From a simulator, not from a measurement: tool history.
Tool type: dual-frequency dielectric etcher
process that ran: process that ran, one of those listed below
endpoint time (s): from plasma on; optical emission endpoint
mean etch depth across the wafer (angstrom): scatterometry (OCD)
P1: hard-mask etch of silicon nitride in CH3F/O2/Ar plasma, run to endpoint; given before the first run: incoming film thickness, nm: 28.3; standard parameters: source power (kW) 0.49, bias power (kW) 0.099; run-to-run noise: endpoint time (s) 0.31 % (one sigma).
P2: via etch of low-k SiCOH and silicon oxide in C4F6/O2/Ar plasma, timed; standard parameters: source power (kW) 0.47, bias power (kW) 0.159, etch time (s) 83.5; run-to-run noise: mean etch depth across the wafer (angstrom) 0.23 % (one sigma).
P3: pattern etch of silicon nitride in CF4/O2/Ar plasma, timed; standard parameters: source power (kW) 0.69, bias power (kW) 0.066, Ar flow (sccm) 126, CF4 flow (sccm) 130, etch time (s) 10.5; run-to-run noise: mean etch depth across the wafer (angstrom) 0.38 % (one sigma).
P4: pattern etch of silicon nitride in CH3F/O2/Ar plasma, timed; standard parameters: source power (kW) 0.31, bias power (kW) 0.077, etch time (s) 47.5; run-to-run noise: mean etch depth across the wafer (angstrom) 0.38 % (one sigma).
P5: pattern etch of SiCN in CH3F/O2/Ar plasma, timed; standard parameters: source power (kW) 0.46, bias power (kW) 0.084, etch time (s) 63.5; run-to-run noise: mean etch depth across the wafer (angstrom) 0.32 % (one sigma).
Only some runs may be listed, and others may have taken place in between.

run   hour  process that ran  source power (kW)  bias power (kW)  Ar flow (sccm)  CF4 flow (sccm)  etch time (s)  endpoint time (s)  mean etch depth across the wafer (angstrom)
  1    2.8                P1               0.49            0.099                                                             33.762
  2    6.3                P3               0.69            0.066             100              130           10.5                                                          300.06
  3    9.1                P4               0.31            0.077                                            63.5                                                          420.02
  4   12.7                P5               0.56            0.084                                            63.5                                                          279.37
  5     17                P1               0.49            0.099                                                             33.683
  6   19.9                P2               0.47            0.159                                            56.5                                                          1605.2
  7   24.3                P5               0.46            0.117                                            63.5                                                           294.2
  8     27                P1               0.49            0.099                                                             33.771
  9   29.5                P1               0.49            0.099                                                             33.905
 10   32.9                P5               0.46            0.084                                            63.5                                                           260.7
 11   37.4                P3               0.69            0.066             126              130            6.5                                                          181.11
 12   40.6                P1               0.49            0.099                                                             33.551
 13   43.2                P1               0.32            0.099                                                             39.554
 14   46.5                P1               0.49            0.066                                                             38.723
 15     49                P3               0.88            0.066             126              130           10.5                                                          362.01
 16   53.3                P1               0.49            0.099                                                             33.721
 17   57.9                P2               0.47            0.128                                            83.5                                                          2227.6
 18   61.7                P4               0.31             0.05                                            47.5                                                          270.27
 19   64.2                P4               0.31            0.077                                            47.5                                                          316.96
      65.7  -- bias power generator calibrated
 20   66.9                P4               0.44            0.077                                            47.5                                                          358.59
 21   69.5                P2               0.47            0.159                                            83.5                                                            2386
 22   72.4                P5               0.46            0.084                                            46.5                                                          190.88
 23   75.6                P1               0.68            0.099                                                             29.895
 24   80.1                P5               0.46            0.084                                            63.5                                                          259.44
 25   84.5                P3               0.69            0.066             126              130           10.5                                                          292.25
 26     89                P1               0.49            0.126                                                             30.923
 27   92.6                P4               0.31            0.077                                            47.5                                                          313.16
 28   96.2                P3               0.69            0.066             126              155           10.5                                                          298.54
 29  100.3                P3               0.69            0.089             126              130           10.5                                                          327.71
 30    103                P1               0.37            0.129                                                             34.091
 31    106                P2               0.59            0.159                                            83.5                                                          2604.1
 32  108.6                P2               0.47            0.159                                            83.5                                                          2379.7
 33  112.9                P1               0.49            0.099                                                             33.834
 34  116.8                P1               0.49            0.099                                                             33.877
 35  118.8                P1               0.49            0.099                                                             34.038

Estimate the outcome of run 36 from the log above:
 36  120.9                P1               0.49            0.099                                                                  ?

For run 36 the tool returned endpoint time (s) 34.2.
